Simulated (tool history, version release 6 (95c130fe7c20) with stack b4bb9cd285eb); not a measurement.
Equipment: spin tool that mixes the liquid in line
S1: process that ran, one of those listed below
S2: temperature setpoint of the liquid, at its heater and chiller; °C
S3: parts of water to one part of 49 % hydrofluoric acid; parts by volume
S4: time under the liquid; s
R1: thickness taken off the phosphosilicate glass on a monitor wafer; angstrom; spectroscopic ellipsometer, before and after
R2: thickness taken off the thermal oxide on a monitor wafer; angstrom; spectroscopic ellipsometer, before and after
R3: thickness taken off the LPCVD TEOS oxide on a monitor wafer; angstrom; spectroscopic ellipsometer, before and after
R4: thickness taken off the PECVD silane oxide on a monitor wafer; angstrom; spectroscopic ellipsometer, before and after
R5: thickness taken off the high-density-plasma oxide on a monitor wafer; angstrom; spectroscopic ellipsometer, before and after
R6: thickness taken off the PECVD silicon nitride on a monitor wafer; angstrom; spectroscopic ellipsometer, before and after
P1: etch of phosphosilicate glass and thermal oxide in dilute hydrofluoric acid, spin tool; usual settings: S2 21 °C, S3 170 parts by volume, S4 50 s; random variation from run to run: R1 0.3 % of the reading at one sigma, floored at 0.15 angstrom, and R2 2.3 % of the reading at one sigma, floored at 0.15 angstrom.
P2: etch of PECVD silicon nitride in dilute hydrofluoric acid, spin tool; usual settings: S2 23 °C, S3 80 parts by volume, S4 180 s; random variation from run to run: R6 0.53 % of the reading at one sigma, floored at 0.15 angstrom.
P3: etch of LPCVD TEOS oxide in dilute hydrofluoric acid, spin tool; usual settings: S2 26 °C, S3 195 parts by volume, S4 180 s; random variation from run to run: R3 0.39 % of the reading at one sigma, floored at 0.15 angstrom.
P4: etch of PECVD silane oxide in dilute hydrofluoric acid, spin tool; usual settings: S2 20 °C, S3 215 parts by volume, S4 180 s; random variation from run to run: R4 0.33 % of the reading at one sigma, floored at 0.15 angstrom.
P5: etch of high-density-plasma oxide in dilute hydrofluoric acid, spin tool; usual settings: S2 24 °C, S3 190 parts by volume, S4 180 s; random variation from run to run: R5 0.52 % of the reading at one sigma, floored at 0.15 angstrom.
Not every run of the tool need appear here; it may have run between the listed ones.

{"run": 1, "day": 0.517, "S1": "P1", "S2": 21, "S3": 170, "S4": 50, "R1": 372.12, "R2": 11.242}
{"run": 2, "day": 0.933, "S1": "P1", "S2": 21, "S3": 170, "S4": 15, "R1": 112.23, "R2": 3.6543}
{"run": 3, "day": 1.438, "S1": "P1", "S2": 21, "S3": 170, "S4": 70, "R1": 521.47, "R2": 16.436}
{"run": 4, "day": 1.954, "S1": "P1", "S2": 21, "S3": 170, "S4": 50, "R1": 370.33, "R2": 11.707}
{"run": 5, "day": 2.192, "S1": "P3", "S2": 26, "S3": 195, "S4": 180, "R3": 328.5}
{"run": 6, "day": 2.538, "S1": "P1", "S2": 21, "S3": 170, "S4": 50, "R1": 372.66, "R2": 11.643}
{"run": 7, "day": 2.996, "S1": "P1", "S2": 17, "S3": 170, "S4": 15, "R1": 95.674, "R2": 2.7393}
{"run": 8, "day": 3.479, "S1": "P1", "S2": 21, "S3": 285, "S4": 50, "R1": 198.57, "R2": 6.3137}
{"run": 9, "day": 3.821, "S1": "P1", "S2": 21, "S3": 90, "S4": 50, "R1": 768.77, "R2": 23.639}
{"run": 10, "day": 4.288, "S1": "P4", "S2": 20, "S3": 85, "S4": 180, "R4": 555.42}
{"run": 11, "day": 4.738, "S1": "P3", "S2": 26, "S3": 195, "S4": 180, "R3": 329.1}
{"run": 12, "day": 5.229, "S1": "P5", "S2": 20, "S3": 190, "S4": 180, "R5": 40.753}
{"run": 13, "day": 5.629, "S1": "P3", "S2": 26, "S3": 310, "S4": 180, "R3": 182.88}
{"run": 14, "day": 6.1, "S1": "P1", "S2": 29.5, "S3": 170, "S4": 50, "R1": 508.7, "R2": 15.393}
{"run": 15, "day": 6.554, "S1": "P4", "S2": 20, "S3": 215, "S4": 180, "R4": 191.45}
{"run": 16, "day": 6.933, "S1": "P5", "S2": 24, "S3": 35, "S4": 180, "R5": 309.6}
{"run": 17, "day": 7.233, "S1": "P2", "S2": 23, "S3": 20, "S4": 180, "R6": 313.73}
{"run": 18, "day": 7.638, "S1": "P2", "S2": 31.5, "S3": 80, "S4": 180, "R6": 141.47}
{"run": 19, "day": 7.95, "S1": "P4", "S2": 17, "S3": 215, "S4": 180, "R4": 169.86}
{"run": 20, "day": 8.333, "S1": "P5", "S2": 24, "S3": 190, "S4": 180, "R5": 47.198}
{"run": 21, "day": 8.671, "S1": "P2", "S2": 23, "S3": 80, "S4": 180, "R6": 80.518}
{"run": 22, "day": 8.9, "S1": "P2", "S2": 23, "S3": 80, "S4": 30, "R6": 13.891}
{"run": 23, "day": 9.179, "S1": "P1", "S2": 21, "S3": 115, "S4": 15, "R1": 174.77, "R2": 5.4152}
{"run": 24, "day": 9.6, "S1": "P4", "S2": 20, "S3": 215, "S4": 90, "R4": 95.538}
{"run": 25, "day": 9.967, "S1": "P1", "S2": 21, "S3": 170, "S4": 50, "R1": 370.95, "R2": 11.213}
{"run": 26, "day": 10.233, "S1": "P5", "S2": 24, "S3": 190, "S4": 15, "R5": 4.0467}
{"run": 27, "day": 10.521, "S1": "P1", "S2": 21, "S3": 170, "S4": 50, "R1": 372.44, "R2": 11.518}
{"run": 28, "day": 10.95, "S1": "P3", "S2": 20.5, "S3": 195, "S4": 180, "R3": 269}
{"run": 29, "day": 11.262, "S1": "P3", "S2": 26, "S3": 195, "S4": 20, "R3": 36.424}
{"day": 11.454, "done": "thermometer replaced"}
{"run": 30, "day": 11.717, "S1": "P1", "S2": 21, "S3": 170, "S4": 50, "R1": 373, "R2": 12.053}
{"run": 31, "day": 12.179, "S1": "P1", "S2": 21, "S3": 170, "S4": 50, "R1": 371.56, "R2": 11.545}
{"run": 32, "day": 12.525, "S1": "P1", "S2": 17, "S3": 170, "S4": 50, "R1": 317.93, "R2": 10.376}
{"run": 33, "day": 12.867, "S1": "P1", "S2": 21, "S3": 170, "S4": 50, "R1": 372.26, "R2": 11.486}
{"run": 34, "day": 13.146, "S1": "P1", "S2": 21, "S3": 170, "S4": 50, "R1": 362.61, "R2": 11.865}
{"run": 35, "day": 13.633, "S1": "P1", "S2": 21, "S3": 170, "S4": 50, "R1": 356.05, "R2": 10.211}
{"run": 36, "day": 13.879, "S1": "P1", "S2": 21, "S3": 170, "S4": 50, "R1": 350.05, "R2": 10.711}
{"run": 37, "day": 14.279, "S1": "P1", "S2": 21, "S3": 170, "S4": 50, "R1": 345.48, "R2": 10.463}
{"run": 38, "day": 14.771, "S1": "P1", "S2": 21, "S3": 170, "S4": 50, "R1": 343.52, "R2": 10.753}
{"run": 39, "day": 15.267, "S1": "P1", "S2": 21, "S3": 170, "S4": 50, "R1": 343.61, "R2": 10.101}
{"run": 40, "day": 15.671, "S1": "P1", "S2": 21, "S3": 170, "S4": 50, "R1": 341.6, "R2": 10.392}
{"run": 41, "day": 15.908, "S1": "P1", "S2": 21, "S3": 170, "S4": 50, "R1": 339.71, "R2": 10.253}
{"run": 42, "day": 16.317, "S1": "P1", "S2": 21, "S3": 170, "S4": 50, "R1": 339.98, "R2": 10.374}
{"run": 43, "day": 16.742, "S1": "P1", "S2": 21, "S3": 170, "S4": 50, "R1": 338.57, "R2": 10.741}
{"run": 44, "day": 17.017, "S1": "P1", "S2": 21, "S3": 170, "S4": 50, "R1": 337.52, "R2": 10.105}

What P1 gives has crept off from where it sat before. The 2 causes that follow fit the log equally well, each at the size noted:
A: liquid colder than its thermometer reads (K) = 2.35
B: hydrofluoric acid flow below the setpoint (%) = 7.52
The process output started creeping at around day 12.867.

Of the 4 check runs listed below, each run on one wafer and each result written as a question mark, which would let you distinguish the listed causes because they would give clearly different results?
{"run": "check 1", "day": 17.292, "S1": "P5", "S2": 24, "S3": 55, "S4": 35, "R5": "?"}
{"run": "check 2", "day": 17.292, "S1": "P3", "S2": 26, "S3": 195, "S4": 60, "R3": "?"}
{"run": "check 3", "day": 17.292, "S1": "P4", "S2": 17, "S3": 215, "S4": 180, "R4": "?"}
{"run": "check 4", "day": 17.292, "S1": "P2", "S2": 23, "S3": 35, "S4": 30, "R6": "?"}

Check results expected under each cause:
check=check_1 result=R5 if_A=33.8 if_B=34.251
check=check_2 result=R3 if_A=100.58 if_B=99.617
check=check_3 result=R4 if_A=154.8 if_B=154.86
check=check_4 result=R6 if_A=25.849 if_B=28.177
Smallest distance between any two causes, each pair judged by its most separating result, in per cent: check 1 1.32 %; check 2 0.96 %; check 3 0.04 %; check 4 8.62 %
Of the check runs offered, only check 4 discriminates between the causes; the rest would read about the same regardless of which cause applies.

After running check 4, the following was obtained: R6 27.932 angstrom. Which cause does this point to?

B is the cause: hydrofluoric acid flow below the setpoint (%).
